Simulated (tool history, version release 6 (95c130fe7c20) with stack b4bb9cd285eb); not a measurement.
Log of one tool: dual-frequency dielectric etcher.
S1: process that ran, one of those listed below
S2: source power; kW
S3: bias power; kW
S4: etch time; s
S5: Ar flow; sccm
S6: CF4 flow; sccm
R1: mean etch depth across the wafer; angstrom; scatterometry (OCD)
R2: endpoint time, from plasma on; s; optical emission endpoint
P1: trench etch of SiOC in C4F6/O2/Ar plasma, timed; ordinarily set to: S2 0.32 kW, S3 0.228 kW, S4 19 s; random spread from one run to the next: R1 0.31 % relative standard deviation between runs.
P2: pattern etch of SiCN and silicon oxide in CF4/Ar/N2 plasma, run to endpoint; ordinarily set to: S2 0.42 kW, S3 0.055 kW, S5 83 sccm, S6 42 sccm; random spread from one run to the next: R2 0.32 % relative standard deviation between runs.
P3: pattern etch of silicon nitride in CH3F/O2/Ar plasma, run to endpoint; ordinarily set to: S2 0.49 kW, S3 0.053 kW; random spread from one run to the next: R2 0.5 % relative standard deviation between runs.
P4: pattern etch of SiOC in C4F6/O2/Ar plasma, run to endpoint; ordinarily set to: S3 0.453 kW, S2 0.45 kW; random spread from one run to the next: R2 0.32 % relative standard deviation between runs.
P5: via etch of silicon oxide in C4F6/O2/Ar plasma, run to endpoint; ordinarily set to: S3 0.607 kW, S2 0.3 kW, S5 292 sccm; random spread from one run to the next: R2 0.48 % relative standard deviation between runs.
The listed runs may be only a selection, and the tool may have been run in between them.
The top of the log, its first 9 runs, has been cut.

run     day  S1    S2     S3    S4   S5  S6      R1      R2
 10   3.775  P5   0.3  0.607        192              21.449
 11   4.275  P3  0.59  0.053                         50.391
 12   4.529  P1  0.23  0.228    23           414.05
 13   4.962  P2  0.42   0.04         83  42          18.674
 14   5.346  P1  0.32  0.228  10.5           213.84
 15   5.575  P3  0.49  0.053                         54.353
 16   6.088  P1  0.26  0.228    19           358.57
 17   6.488  P2  0.42  0.055         53  42          15.678
 18     6.9  P4  0.32  0.453                         14.623
 19   7.271  P1  0.32  0.228    19           387.52
 20   7.588  P1  0.32  0.228    19           387.05
 21   8.071  P2  0.42  0.055         83  42          16.945
      8.525  -- wet clean of the chamber
 22   8.525  P5  0.36  0.607        292              20.762
 23   8.783  P5   0.3  0.607        292              22.188
 24   9.096  P1  0.32  0.228    19           388.46
 25   9.342  P1  0.32  0.228    19           385.71
 26   9.596  P2  0.42  0.055         83  32          17.717
 27   9.854  P1  0.32  0.306    19           427.86
 28   10.25  P5   0.3  0.607        292              22.236
 29  10.629  P2  0.32  0.055         83  42           21.62

The next listed run, before its measurement:
 30  11.125  P1  0.32  0.228  24.5           ?

For run 30 the tool returned R1 498.26 angstrom.

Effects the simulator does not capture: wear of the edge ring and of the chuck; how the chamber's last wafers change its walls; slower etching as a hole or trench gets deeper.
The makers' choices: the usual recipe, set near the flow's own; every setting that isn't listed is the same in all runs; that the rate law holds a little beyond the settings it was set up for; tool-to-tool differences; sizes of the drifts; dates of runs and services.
